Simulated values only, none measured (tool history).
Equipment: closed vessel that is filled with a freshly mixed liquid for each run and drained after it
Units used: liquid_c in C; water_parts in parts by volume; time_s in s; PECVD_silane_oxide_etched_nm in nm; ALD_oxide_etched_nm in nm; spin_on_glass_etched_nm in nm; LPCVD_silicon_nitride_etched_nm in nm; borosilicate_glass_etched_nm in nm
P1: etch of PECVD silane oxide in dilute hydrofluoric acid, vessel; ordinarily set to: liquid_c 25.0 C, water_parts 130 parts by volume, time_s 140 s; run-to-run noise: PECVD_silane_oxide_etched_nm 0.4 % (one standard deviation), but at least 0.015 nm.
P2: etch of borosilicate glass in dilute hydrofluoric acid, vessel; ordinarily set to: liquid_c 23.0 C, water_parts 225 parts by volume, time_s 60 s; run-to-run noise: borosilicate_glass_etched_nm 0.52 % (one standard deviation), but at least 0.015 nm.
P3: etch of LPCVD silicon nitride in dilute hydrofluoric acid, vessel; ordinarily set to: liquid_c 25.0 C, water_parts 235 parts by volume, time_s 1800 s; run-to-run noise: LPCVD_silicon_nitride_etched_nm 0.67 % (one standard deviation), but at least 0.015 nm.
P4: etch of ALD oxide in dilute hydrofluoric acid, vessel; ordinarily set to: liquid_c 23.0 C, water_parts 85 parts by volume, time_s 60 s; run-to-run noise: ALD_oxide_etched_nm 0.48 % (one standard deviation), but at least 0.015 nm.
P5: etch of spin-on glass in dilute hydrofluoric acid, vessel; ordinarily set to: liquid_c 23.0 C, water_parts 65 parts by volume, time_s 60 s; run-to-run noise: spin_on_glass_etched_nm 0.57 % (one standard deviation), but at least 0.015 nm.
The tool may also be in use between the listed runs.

run,hour,process,liquid_c,water_parts,time_s,PECVD_silane_oxide_etched_nm,ALD_oxide_etched_nm,spin_on_glass_etched_nm,LPCVD_silicon_nitride_etched_nm,borosilicate_glass_etched_nm
1,7.9,P1,25.0,130,140,25.9360,,,,
2,15.6,P4,17.5,85,60,,5.3814,,,
3,21.5,P5,17.0,65,60,,,16.092,,
4,26.6,P3,25.0,235,3585,,,,7.9921,
5,32.3,P4,23.0,85,60,,6.7401,,,
6,39.4,P2,23.0,225,60,,,,,5.7281
7,45.0,P1,25.0,130,140,25.8860,,,,
8,52.3,P5,23.0,65,95,,,32.907,,
9,60.5,P1,20.5,130,140,21.5490,,,,
10,65.1,P1,31.5,130,140,32.7220,,,,
11,70.7,P1,25.0,30,140,126.9500,,,,
12,75.8,P5,23.0,65,60,,,21.114,,
13,80.1,P4,23.0,135,60,,4.0061,,,
14,88.1,P1,25.0,130,140,25.8980,,,,
15,93.8,P3,21.0,235,1800,,,,3.1487,
16,97.8,P1,25.0,55,50,24.0340,,,,
17,105.7,P1,18.0,200,140,11.8990,,,,
18,113.5,P4,23.0,85,60,,6.8022,,,
19,120.9,P1,25.0,130,50,9.1832,,,,
20,125.0,P4,23.0,85,95,,10.6400,,,
21,128.9,P1,25.0,130,140,25.7410,,,,
22,133.1,P3,25.0,355,1800,,,,2.6779,
23,139.8,P3,25.0,235,1800,,,,4.0158,
24,146.2,P5,23.0,65,60,,,20.651,,
25,151.5,P1,25.0,130,230,42.5220,,,,
26,159.8,P1,25.0,130,140,25.7420,,,,
27,167.7,P1,33.0,130,40,9.9680,,,,
28,174.2,P2,23.0,225,60,,,,,5.7865
29,182.0,P5,23.0,40,60,,,35.026,,
30,185.8,P1,25.0,210,140,14.5410,,,,
31,191.0,P2,17.0,225,60,,,,,4.6105
32,198.2,P2,23.0,385,60,,,,,2.8815
33,206.7,P1,25.0,130,140,25.6940,,,,
34,210.5,P1,25.0,130,140,25.6870,,,,
35,216.0,P2,23.0,225,105,,,,,10.1230
36,222.8,P1,25.0,130,140,25.7240,,,,
37,227.2,P1,25.0,130,140,25.4870,,,,
38,234.2,P1,25.0,130,140,24.7230,,,,
39,240.3,P1,25.0,130,140,24.3530,,,,
40,245.6,P1,25.0,130,140,24.4010,,,,
41,253.9,P1,25.0,130,140,24.1360,,,,
42,258.9,P1,25.0,130,140,24.0380,,,,
43,267.4,P1,25.0,130,140,24.0290,,,,
44,275.6,P1,25.0,130,140,23.9700,,,,
45,281.7,P1,25.0,130,140,24.0640,,,,

P1 has crept away from where it was. The log is fitted equally well by each of these 2 causes, at the sizes shown:
A: liquid colder than its thermometer reads (K) = 1.94
B: hydrofluoric acid flow below the setpoint (%) = 6.26
The gradual shift began around hour 222.8.

Which of the 4 check runs listed below separates the causes, so that each cause would produce a clearly different result? Each run uses one wafer, and its results are marked with question marks.
check 1,287.8,P4,23.0,125,80,,?,,,
check 2,287.8,P5,18.5,65,60,,,?,,
check 3,287.8,P3,25.0,235,2685,,,,?,
check 4,287.8,P2,17.5,380,60,,,,,?

Expected result of each check under each candidate cause:
check,result,if A,if B
check 1,ALD_oxide_etched_nm,5.3903,5.4047
check 2,spin_on_glass_etched_nm,15.875,16.094
check 3,LPCVD_silicon_nitride_etched_nm,5.3046,5.6141
check 4,borosilicate_glass_etched_nm,2.2786,2.2481
Per check, the gap between the least separated pair of causes, taken in the result that splits them most: check 1 0.27 %; check 2 1.37 %; check 3 5.67 %; check 4 1.35 %
Only in check 3 would the causes give clearly different results; in the remaining checks their results would be nearly the same.

Check 3 has now been run. It gave: LPCVD_silicon_nitride_etched_nm 5.6033 nm. Which of the candidate causes is it?

It is B: hydrofluoric acid flow below the setpoint (%).
